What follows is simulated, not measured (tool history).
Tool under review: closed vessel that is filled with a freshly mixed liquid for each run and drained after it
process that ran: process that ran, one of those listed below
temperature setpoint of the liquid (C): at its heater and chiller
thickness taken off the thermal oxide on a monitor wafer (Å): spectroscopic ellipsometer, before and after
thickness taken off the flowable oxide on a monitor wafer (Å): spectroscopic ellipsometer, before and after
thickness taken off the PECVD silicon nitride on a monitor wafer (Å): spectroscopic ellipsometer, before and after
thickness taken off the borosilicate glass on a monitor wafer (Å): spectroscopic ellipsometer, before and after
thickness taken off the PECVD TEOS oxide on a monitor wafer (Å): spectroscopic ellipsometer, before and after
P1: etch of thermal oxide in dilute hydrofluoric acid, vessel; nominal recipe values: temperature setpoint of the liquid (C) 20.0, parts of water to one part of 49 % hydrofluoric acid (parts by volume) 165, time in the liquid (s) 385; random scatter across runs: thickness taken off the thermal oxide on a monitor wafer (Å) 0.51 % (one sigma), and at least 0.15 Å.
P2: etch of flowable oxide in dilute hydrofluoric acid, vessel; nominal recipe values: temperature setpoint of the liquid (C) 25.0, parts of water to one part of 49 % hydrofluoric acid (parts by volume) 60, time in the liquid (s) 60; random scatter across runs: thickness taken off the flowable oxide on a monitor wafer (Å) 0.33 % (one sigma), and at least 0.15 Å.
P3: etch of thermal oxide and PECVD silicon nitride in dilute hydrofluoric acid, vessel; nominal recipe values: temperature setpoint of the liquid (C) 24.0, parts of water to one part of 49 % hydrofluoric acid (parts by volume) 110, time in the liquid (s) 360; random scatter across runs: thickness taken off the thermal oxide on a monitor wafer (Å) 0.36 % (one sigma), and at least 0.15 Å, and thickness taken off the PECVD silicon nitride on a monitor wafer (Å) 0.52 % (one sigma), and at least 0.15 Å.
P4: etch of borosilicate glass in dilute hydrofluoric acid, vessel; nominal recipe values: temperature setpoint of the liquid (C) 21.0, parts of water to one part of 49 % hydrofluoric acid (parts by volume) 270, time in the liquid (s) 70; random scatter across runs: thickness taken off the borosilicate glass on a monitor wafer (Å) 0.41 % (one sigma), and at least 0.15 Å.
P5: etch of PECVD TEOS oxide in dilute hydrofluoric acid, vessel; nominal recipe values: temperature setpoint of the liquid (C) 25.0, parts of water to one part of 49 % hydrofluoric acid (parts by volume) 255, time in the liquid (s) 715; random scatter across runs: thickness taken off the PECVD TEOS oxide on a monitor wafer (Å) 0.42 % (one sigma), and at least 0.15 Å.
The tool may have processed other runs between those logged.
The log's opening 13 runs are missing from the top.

run	hour	process that ran	temperature setpoint of the liquid (C)	parts of water to one part of 49 % hydrofluoric acid (parts by volume)	time in the liquid (s)	thickness taken off the thermal oxide on a monitor wafer (Å)	thickness taken off the flowable oxide on a monitor wafer (Å)	thickness taken off the PECVD silicon nitride on a monitor wafer (Å)	thickness taken off the borosilicate glass on a monitor wafer (Å)	thickness taken off the PECVD TEOS oxide on a monitor wafer (Å)
14	54.9	P3	24.0	110	360	148.9000		178.300		
15	60.4	P2	25.0	60	110		916.83			
16	64.3	P5	25.0	255	85					63.395
17	68.3	P1	25.5	165	385	105.0200				
18	71.1	P1	20.0	165	45	9.7156				
19	74.9	P4	27.0	270	70				93.722	
20	79.0	P1	20.0	75	385	204.6900				
21	84.0	P1	20.0	270	385	46.8130				
22	88.2	P3	24.0	200	360	73.2450		100.070		
23	94.5	P4	21.0	45	70				580.890	
24	98.0	P3	18.0	110	360	116.8900		121.030		
25	102.2	P5	25.0	365	715					329.720

Predict the results of run 26:
26	106.4	P1	20.0	165	620	?				

Run 26 gave thickness taken off the thermal oxide on a monitor wafer (Å) 136.3200.
